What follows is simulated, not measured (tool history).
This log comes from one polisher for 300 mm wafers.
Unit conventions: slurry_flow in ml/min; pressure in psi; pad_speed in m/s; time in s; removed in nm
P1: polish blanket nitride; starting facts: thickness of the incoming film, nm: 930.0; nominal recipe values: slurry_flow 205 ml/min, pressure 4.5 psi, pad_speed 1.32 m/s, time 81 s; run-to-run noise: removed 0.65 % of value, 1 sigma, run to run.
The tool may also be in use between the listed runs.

run	hour	slurry_flow	pressure	pad_speed	time	wafers polished on this pad	hours since the slurry nozzle was cleaned	hours since the head pressure was calibrated	removed
1	6.4	205	4.5	1.32	81	641	153.8	385.7	200.06
2	12.5	205	4.5	2.06	81	717	159.9	391.8	290.06
3	16.8	205	4.5	1.32	81	770	164.2	396.1	201.63
4	23.3	205	4.5	1.32	36	851	170.7	402.6	88.898
5	31.1	205	4.5	1.32	81	948	178.5	410.4	198.81
6	37.9	125	4.5	1.32	81	1032	185.3	417.2	185.17
7	42.5	205	2	1.32	81	1089	189.9	421.8	88.633
8	48.5	205	4.5	1.32	81	1164	195.9	427.8	199.31
9	56.2	205	4.5	1.32	119	1260	203.6	435.5	293.44
10	61	275	4.5	1.32	81	1319	208.4	440.3	206.54
11	66.5	205	4.5	0.98	81	1388	213.9	445.8	157.16
12	72.9	205	4.5	1.32	81	1467	220.3	452.2	201.11
13	77.3	205	5.8	1.02	81	1522	224.7	456.6	208.56
14	83.4	205	7.1	1.32	81	1598	230.8	462.7	314.37
15	87.8	205	4.5	1.32	81	1652	235.2	467.1	200.66
16	95.1	205	4.5	1.32	81	1743	242.5	474.4	194.48
17	101	205	4.5	1.32	81	1816	248.4	480.3	191.55
# hour 104.7: head pressure recalibrated
18	104.9	205	4.5	1.32	81	1865	252.3	0.2	192.63
19	108.7	205	4.5	1.32	81	1912	256.1	4	188.58
20	113.7	205	4.5	1.32	81	1974	261.1	9	187.82

What does the tool deliver on the next run?
21	118.4	205	4.5	1.32	81	2033	265.8	13.7	?

Run 21 came out at removed 189.78 nm.
